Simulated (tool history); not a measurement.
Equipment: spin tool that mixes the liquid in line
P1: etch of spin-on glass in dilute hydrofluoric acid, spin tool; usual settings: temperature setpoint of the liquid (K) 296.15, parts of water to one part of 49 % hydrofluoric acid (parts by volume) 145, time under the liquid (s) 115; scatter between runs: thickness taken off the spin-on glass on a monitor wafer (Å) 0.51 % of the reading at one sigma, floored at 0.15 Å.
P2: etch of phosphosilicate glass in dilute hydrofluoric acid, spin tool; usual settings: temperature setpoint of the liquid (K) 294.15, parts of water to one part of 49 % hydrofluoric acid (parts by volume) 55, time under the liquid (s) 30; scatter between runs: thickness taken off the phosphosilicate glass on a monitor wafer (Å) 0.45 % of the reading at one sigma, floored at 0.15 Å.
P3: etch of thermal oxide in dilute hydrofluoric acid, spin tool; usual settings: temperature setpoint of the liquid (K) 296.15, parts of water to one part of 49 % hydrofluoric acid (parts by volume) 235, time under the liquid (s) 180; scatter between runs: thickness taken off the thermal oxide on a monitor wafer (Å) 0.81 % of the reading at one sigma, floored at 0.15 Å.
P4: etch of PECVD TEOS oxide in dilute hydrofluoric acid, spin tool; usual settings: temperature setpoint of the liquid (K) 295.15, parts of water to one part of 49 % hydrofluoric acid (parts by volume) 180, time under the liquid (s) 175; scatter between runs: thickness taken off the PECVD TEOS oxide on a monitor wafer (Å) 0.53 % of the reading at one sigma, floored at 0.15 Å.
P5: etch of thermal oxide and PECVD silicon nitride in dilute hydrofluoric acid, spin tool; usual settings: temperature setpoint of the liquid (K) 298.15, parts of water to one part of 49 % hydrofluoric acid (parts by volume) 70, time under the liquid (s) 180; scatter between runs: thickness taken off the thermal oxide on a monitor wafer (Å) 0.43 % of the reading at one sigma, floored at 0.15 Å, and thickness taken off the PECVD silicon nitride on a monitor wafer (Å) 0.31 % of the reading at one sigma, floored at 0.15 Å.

run   hour  process that ran  temperature setpoint of the liquid (K)  parts of water to one part of 49 % hydrofluoric acid (parts by volume)  time under the liquid (s)  hours since the thermometer was replaced  hours since the hydrofluoric acid flow meter was replaced  thickness taken off the spin-on glass on a monitor wafer (Å)  thickness taken off the thermal oxide on a monitor wafer (Å)  thickness taken off the PECVD silicon nitride on a monitor wafer (Å)  thickness taken off the phosphosilicate glass on a monitor wafer (Å)  thickness taken off the PECVD TEOS oxide on a monitor wafer (Å)
  1   16.3                P1                                  296.15                                                                     145                        115                                    1924.6                                                      280.5                                                       146.820
  2   33.1                P5                                  298.15                                                                      70                         20                                    1941.4                                                      297.3                                                                                                                      13.671                                                                10.016
  3   46.1                P2                                  294.15                                                                      20                         30                                    1954.4                                                      310.3                                                                                                                                                                                                                                                                 1677.50
  4   58.0                P4                                  295.15                                                                      90                        175                                    1966.3                                                      322.2                                                                                                                                                                                                                                                                                                                                  218.770
  5   65.7                P1                                  296.15                                                                     145                        115                                    1974.0                                                      329.9                                                       146.180
  6   81.7                P1                                  296.15                                                                     145                        115                                    1990.0                                                      345.9                                                       147.020
  7   95.3                P1                                  296.15                                                                     145                        115                                    2003.6                                                      359.5                                                       146.730
  8  111.5                P1                                  304.15                                                                     145                        115                                    2019.8                                                      375.7                                                       196.950
  9  126.9                P4                                  295.15                                                                     180                        175                                    2035.2                                                      391.1                                                                                                                                                                                                                                                                                                                                   99.509
 10  137.1                P3                                  302.15                                                                     235                        180                                    2045.4                                                      401.3                                                                                                                      37.321
 11  152.6                P2                                  294.15                                                                      55                         30                                    2060.9                                                      416.8                                                                                                                                                                                                                                                                  582.94
 12  163.1                P1                                  296.15                                                                      50                        180                                    2071.4                                                      427.3                                                       739.850
 13  178.3                P2                                  294.15                                                                      55                         60                                    2086.6                                                      442.5                                                                                                                                                                                                                                                                 1177.80
 14  191.4                P1                                  296.15                                                                     145                        195                                    2099.7                                                      455.6                                                       247.320
 15  206.8                P1                                  296.15                                                                     145                        115                                    2115.1                                                      471.0                                                       145.290
 16  220.3                P1                                  296.15                                                                     145                         15                                    2128.6                                                      484.5                                                        18.953
 17  227.7                P1                                  296.15                                                                      55                        115                                    2136.0                                                      491.9                                                       426.730
 18  244.6                P4                                  295.15                                                                     180                        345                                    2152.9                                                      508.8                                                                                                                                                                                                                                                                                                                                  195.430
 19  252.8                P1                                  296.15                                                                     250                        115                                    2161.1                                                      517.0                                                        76.267
 20  269.8                P3                                  296.15                                                                     370                        180                                    2178.1                                                      534.0                                                                                                                      17.030
 21  286.8                P2                                  300.15                                                                      55                         30                                    2195.1                                                      551.0                                                                                                                                                                                                                                                                  750.96
 22  300.6                P5                                  298.15                                                                      20                        180                                    2208.9                                                      564.8                                                                                                                     464.340                                                               299.250
 23  314.6                P5                                  298.15                                                                      70                        180                                    2222.9                                                      578.8                                                                                                                     123.010                                                                88.065
 24  327.0                P1                                  296.15                                                                     215                        160                                    2235.3                                                      591.2                                                       128.250
 25  341.8                P4                                  301.65                                                                     180                        175                                    2250.1                                                      606.0                                                                                                                                                                                                                                                                                                                                  125.900
 26  353.8                P5                                  298.15                                                                      70                        180                                    2262.1                                                      618.0                                                                                                                     123.830                                                                88.341
 27  367.4                P3                                  296.15                                                                     235                        180                                    2275.7                                                      631.6                                                                                                                      30.849
 28  375.1                P2                                  294.15                                                                      55                         30                                    2283.4                                                      639.3                                                                                                                                                                                                                                                                  587.23
 29  391.6                P1                                  290.15                                                                     145                        115                                    2299.9                                                      655.8                                                       113.860
 30  403.8                P3                                  296.15                                                                     235                        180                                    2312.1                                                      668.0                                                                                                                      30.185
 31  413.0                P1                                  296.15                                                                     145                        115                                    2321.3                                                      677.2                                                       145.630
 32  423.2                P5                                  304.15                                                                      70                        180                                    2331.5                                                      687.4                                                                                                                     156.260                                                               130.500
 33  437.0                P1                                  296.15                                                                     145                        115                                    2345.3                                                      701.2                                                       145.460
 34  446.3                P4                                  295.15                                                                     180                        175                                    2354.6                                                      710.5                                                                                                                                                                                                                                                                                                                                   99.865

Expected results for the next run?
 35  455.1                P3                                  296.15                                                                     235                        330                                    2363.4                                                      719.3                                                                                                                           ?

{"run 35": {"thickness taken off the thermal oxide on a monitor wafer (Å)": 55.687}}
